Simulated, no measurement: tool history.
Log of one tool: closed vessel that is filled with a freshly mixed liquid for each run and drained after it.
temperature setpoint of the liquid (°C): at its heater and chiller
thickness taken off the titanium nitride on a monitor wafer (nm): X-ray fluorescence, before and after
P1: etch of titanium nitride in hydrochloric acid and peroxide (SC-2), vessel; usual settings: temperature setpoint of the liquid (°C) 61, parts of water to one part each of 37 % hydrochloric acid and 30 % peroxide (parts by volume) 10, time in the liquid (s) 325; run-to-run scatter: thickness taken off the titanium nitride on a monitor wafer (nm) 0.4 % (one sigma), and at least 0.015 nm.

| run | hour | temperature setpoint of the liquid (°C) | parts of water to one part each of 37 % hydrochloric acid and 30 % peroxide (parts by volume) | time in the liquid (s) | thickness taken off the titanium nitride on a monitor wafer (nm) |
|---|---|---|---|---|---|
| 1 | 7.0 | 61 | 10 | 325 | 9.3557 |
| 2 | 16.3 | 46 | 10 | 325 | 3.5917 |
| 3 | 22.6 | 61 | 10 | 325 | 9.4815 |
| 4 | 32.5 | 61 | 10 | 110 | 3.1961 |
| 5 | 41.7 | 61 | 10 | 325 | 9.3601 |
|  | 47.1 | new drum of peroxide connected |
| 6 | 51.1 | 61 | 10 | 325 | 9.4743 |
| 7 | 61.6 | 61 | 10 | 325 | 9.5127 |
| 8 | 72.7 | 72 | 10 | 325 | 18.3610 |
| 9 | 79.1 | 61 | 4 | 325 | 18.8180 |
| 10 | 92.7 | 71 | 10 | 495 | 26.4610 |
| 11 | 99.7 | 61 | 10 | 620 | 17.9940 |
| 12 | 109.9 | 61 | 16 | 325 | 6.3386 |
| 13 | 119.8 | 61 | 10 | 325 | 9.4706 |
| 14 | 129.4 | 61 | 10 | 325 | 9.4907 |
| 15 | 141.4 | 61 | 10 | 325 | 9.8221 |
| 16 | 153.9 | 61 | 10 | 325 | 10.0100 |
| 17 | 165.1 | 61 | 10 | 325 | 10.1680 |
| 18 | 178.4 | 61 | 10 | 325 | 10.2020 |
| 19 | 188.9 | 61 | 10 | 325 | 10.2490 |
| 20 | 195.9 | 61 | 10 | 325 | 10.2480 |
| 21 | 207.3 | 61 | 10 | 325 | 10.2340 |

What P1 gives has crept away from where it was. These 2 causes fit the log equally well, each at the size given:
A: chemicals flow above the setpoint (%) = 10.7
B: liquid hotter than its thermometer reads (K) = 1.36
The creep began at about hour 129.4.
Why every other cause is out:
peroxide weaker than its label (%): at most 8, which would move thickness taken off the titanium nitride on a monitor wafer (nm) by -7.4 %: too little, or the wrong way

4 check runs are offered, each on 2 wafers whose results are averaged, their results left as question marks. Which one tells the causes apart?
| check 1 | 218.7 | 53 | 4.0 | 325 | ? |
| check 2 | 218.7 | 72 | 6.5 | 325 | ? |
| check 3 | 218.7 | 61 | 16.0 | 325 | ? |
| check 4 | 218.7 | 61 | 10.0 | 480 | ? |

What each check would give under each cause:
| check | result | if A | if B |
|---|---|---|---|
| check 1 | thickness taken off the titanium nitride on a monitor wafer (nm) | 12.1180 | 12.3870 |
| check 2 | thickness taken off the titanium nitride on a monitor wafer (nm) | 27.9840 | 28.0520 |
| check 3 | thickness taken off the titanium nitride on a monitor wafer (nm) | 6.8920 | 6.8549 |
| check 4 | thickness taken off the titanium nitride on a monitor wafer (nm) | 15.1790 | 15.1860 |
How far apart the two closest causes lie, in the result that separates them most: check 1 2.2 %; check 2 0.24 %; check 3 0.54 %; check 4 0.04 %
Check 1 tells the causes apart: in the others they would give nearly the same result.

Check 1 was then run and gave: thickness taken off the titanium nitride on a monitor wafer (nm) 12.3260. Which cause is it?

It is B: liquid hotter than its thermometer reads (K).

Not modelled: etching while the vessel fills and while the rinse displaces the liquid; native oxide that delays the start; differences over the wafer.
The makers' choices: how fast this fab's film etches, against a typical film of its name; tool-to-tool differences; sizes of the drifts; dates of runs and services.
